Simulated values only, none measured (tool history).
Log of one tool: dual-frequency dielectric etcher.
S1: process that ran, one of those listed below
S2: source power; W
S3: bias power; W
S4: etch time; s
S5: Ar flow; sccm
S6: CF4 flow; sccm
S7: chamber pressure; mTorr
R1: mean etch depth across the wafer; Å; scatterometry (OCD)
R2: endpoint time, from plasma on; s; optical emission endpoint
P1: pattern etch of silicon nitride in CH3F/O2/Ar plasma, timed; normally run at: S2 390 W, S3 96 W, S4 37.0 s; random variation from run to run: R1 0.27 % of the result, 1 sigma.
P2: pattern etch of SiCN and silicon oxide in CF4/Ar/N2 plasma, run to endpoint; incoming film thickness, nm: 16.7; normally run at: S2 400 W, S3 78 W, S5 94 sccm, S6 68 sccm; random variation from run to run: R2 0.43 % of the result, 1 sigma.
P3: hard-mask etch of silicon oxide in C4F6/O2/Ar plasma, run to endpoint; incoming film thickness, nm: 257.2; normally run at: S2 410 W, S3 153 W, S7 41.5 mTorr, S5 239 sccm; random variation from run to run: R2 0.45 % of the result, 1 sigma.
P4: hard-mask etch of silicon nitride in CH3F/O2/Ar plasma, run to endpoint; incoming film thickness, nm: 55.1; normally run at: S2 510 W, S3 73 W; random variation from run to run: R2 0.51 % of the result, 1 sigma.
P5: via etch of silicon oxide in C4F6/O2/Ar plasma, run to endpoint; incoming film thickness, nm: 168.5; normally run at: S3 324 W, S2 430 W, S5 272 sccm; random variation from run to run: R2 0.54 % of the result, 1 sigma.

Run 1, day 0.267: S1 P1, S2 390 W, S3 96 W, S4 37.0 s. Result: R1 291.35 Å.
Run 2, day 0.542: S1 P2, S2 400 W, S3 78 W, S5 127 sccm, S6 68 sccm. Result: R2 22.042 s.
Run 3, day 0.804: S1 P4, S2 650 W, S3 73 W. Result: R2 64.750 s.
Run 4, day 0.996: S1 P1, S2 520 W, S3 73 W, S4 37.0 s. Result: R1 297.84 Å.
Run 5, day 1.146: S1 P5, S2 280 W, S3 324 W, S5 272 sccm. Result: R2 46.777 s.
Run 6, day 1.442: S1 P1, S2 390 W, S3 96 W, S4 20.5 s. Result: R1 161.73 Å.
At day 1.725: source power generator calibrated.
Run 7, day 1.738: S1 P1, S2 480 W, S3 96 W, S4 25.0 s. Result: R1 213.87 Å.
Run 8, day 2.025: S1 P2, S2 400 W, S3 78 W, S5 94 sccm, S6 42 sccm. Result: R2 22.935 s.
Run 9, day 2.183: S1 P3, S2 510 W, S3 153 W, S5 239 sccm, S7 41.5 mTorr. Result: R2 77.757 s.
Run 10, day 2.446: S1 P5, S2 430 W, S3 324 W, S5 272 sccm. Result: R2 40.283 s.
Run 11, day 2.783: S1 P1, S2 390 W, S3 96 W, S4 37.0 s. Result: R1 292.89 Å.
Run 12, day 3.071: S1 P5, S2 430 W, S3 211 W, S5 272 sccm. Result: R2 45.952 s.
Run 13, day 3.283: S1 P1, S2 390 W, S3 96 W, S4 37.0 s. Result: R1 292.91 Å.
At day 3.329: wet clean of the chamber.
Run 14, day 3.521: S1 P1, S2 390 W, S3 96 W, S4 51.0 s. Result: R1 402.49 Å.
Run 15, day 3.817: S1 P4, S2 510 W, S3 103 W. Result: R2 62.897 s.
Run 16, day 3.979: S1 P3, S2 410 W, S3 153 W, S5 290 sccm, S7 41.5 mTorr. Result: R2 87.185 s.
Run 17, day 4.192: S1 P3, S2 410 W, S3 203 W, S5 239 sccm, S7 41.5 mTorr. Result: R2 78.643 s.
Run 18, day 4.475: S1 P5, S2 430 W, S3 324 W, S5 272 sccm. Result: R2 40.232 s.
Run 19, day 4.817: S1 P3, S2 410 W, S3 153 W, S5 239 sccm, S7 57.0 mTorr. Result: R2 88.439 s.
Run 20, day 5.054: S1 P1, S2 390 W, S3 79 W, S4 37.0 s. Result: R1 272.43 Å.
Run 21, day 5.308: S1 P1, S2 390 W, S3 118 W, S4 52.0 s. Result: R1 445.17 Å.
Run 22, day 5.650: S1 P2, S2 550 W, S3 78 W, S5 94 sccm, S6 68 sccm. Result: R2 16.020 s.
Run 23, day 5.992: S1 P4, S2 510 W, S3 73 W. Result: R2 71.696 s.
Run 24, day 6.292: S1 P1, S2 390 W, S3 118 W, S4 37.0 s. Result: R1 315.03 Å.
Run 25, day 6.612: S1 P3, S2 410 W, S3 153 W, S5 239 sccm, S7 41.5 mTorr. Result: R2 84.664 s.
Run 26, day 6.858: S1 P2, S2 400 W, S3 51 W, S5 94 sccm, S6 68 sccm. Result: R2 24.298 s.
Run 27, day 7.050: S1 P1, S2 390 W, S3 96 W, S4 37.0 s. Result: R1 293.08 Å.
Run 28, day 7.258: S1 P5, S2 430 W, S3 324 W, S5 201 sccm. Result: R2 38.652 s.
Run 29, day 7.454: S1 P1, S2 240 W, S3 96 W, S4 37.0 s. Result: R1 244.20 Å.
Run 30, day 7.775: S1 P1, S2 480 W, S3 96 W, S4 37.0 s. Result: R1 315.91 Å.
Run 31, day 8.029: S1 P1, S2 390 W, S3 96 W, S4 37.0 s. Result: R1 293.82 Å.
Run 32, day 8.358: S1 P2, S2 400 W, S3 78 W, S5 94 sccm, S6 68 sccm. Result: R2 21.212 s.
Run 33, day 8.579: S1 P1, S2 390 W, S3 96 W, S4 37.0 s. Result: R1 292.73 Å.
Run 34, day 8.817: S1 P1, S2 390 W, S3 96 W, S4 37.0 s. Result: R1 295.17 Å.
Run 35, day 9.129: S1 P1, S2 390 W, S3 96 W, S4 37.0 s. Result: R1 293.90 Å.
At day 9.304: wet clean of the chamber.
Run 36, day 9.392: S1 P1, S2 390 W, S3 96 W, S4 37.0 s. Result: R1 295.07 Å.
Run 37, day 9.579: S1 P1, S2 390 W, S3 96 W, S4 37.0 s. Result: R1 296.87 Å.
Run 38, day 9.896: S1 P1, S2 390 W, S3 96 W, S4 37.0 s. Result: R1 297.53 Å.
Run 39, day 10.162: S1 P1, S2 390 W, S3 96 W, S4 37.0 s. Result: R1 296.48 Å.

What P1 gives has crept away from where it was. These 2 causes fit the log equally well, each at the size given:
A: bias power that arrives over what is set, % = 3.72
B: source power that arrives over what is set, % = 3.65
The creep began at about day 8.579.
Why every other cause is out:
chamber walls in a state that raises the etch rate, %: serviced at day 9.304, which brought nothing back

4 check runs are offered, each on 3 wafers whose results are averaged, their results left as question marks. Which one tells the causes apart?
Run check 1, day 10.429: S1 P3, S2 410 W, S3 153 W, S5 239 sccm, S7 57.0 mTorr. Result: R2 ?.
Run check 2, day 10.429: S1 P5, S2 310 W, S3 324 W, S5 272 sccm. Result: R2 ?.
Run check 3, day 10.429: S1 P2, S2 540 W, S3 60 W, S5 94 sccm, S6 68 sccm. Result: R2 ?.
Run check 4, day 10.429: S1 P4, S2 610 W, S3 73 W. Result: R2 ?.

What each check would give under each cause:
  check  result    if A    if B
check 1      R2  87.622  87.362
check 2      R2  44.722  44.702
check 3      R2  17.490  17.139
check 4      R2  65.782  65.681
How far apart the two closest causes lie, in the result that separates them most: check 1 0.3 %; check 2 0.05 %; check 3 2.02 %; check 4 0.15 %
Only check 3 tells the causes apart: in the others they would give nearly the same result.

Check 3 was then run and gave: R2 17.145 s. Which cause is it?

It is B: source power that arrives over what is set, %.

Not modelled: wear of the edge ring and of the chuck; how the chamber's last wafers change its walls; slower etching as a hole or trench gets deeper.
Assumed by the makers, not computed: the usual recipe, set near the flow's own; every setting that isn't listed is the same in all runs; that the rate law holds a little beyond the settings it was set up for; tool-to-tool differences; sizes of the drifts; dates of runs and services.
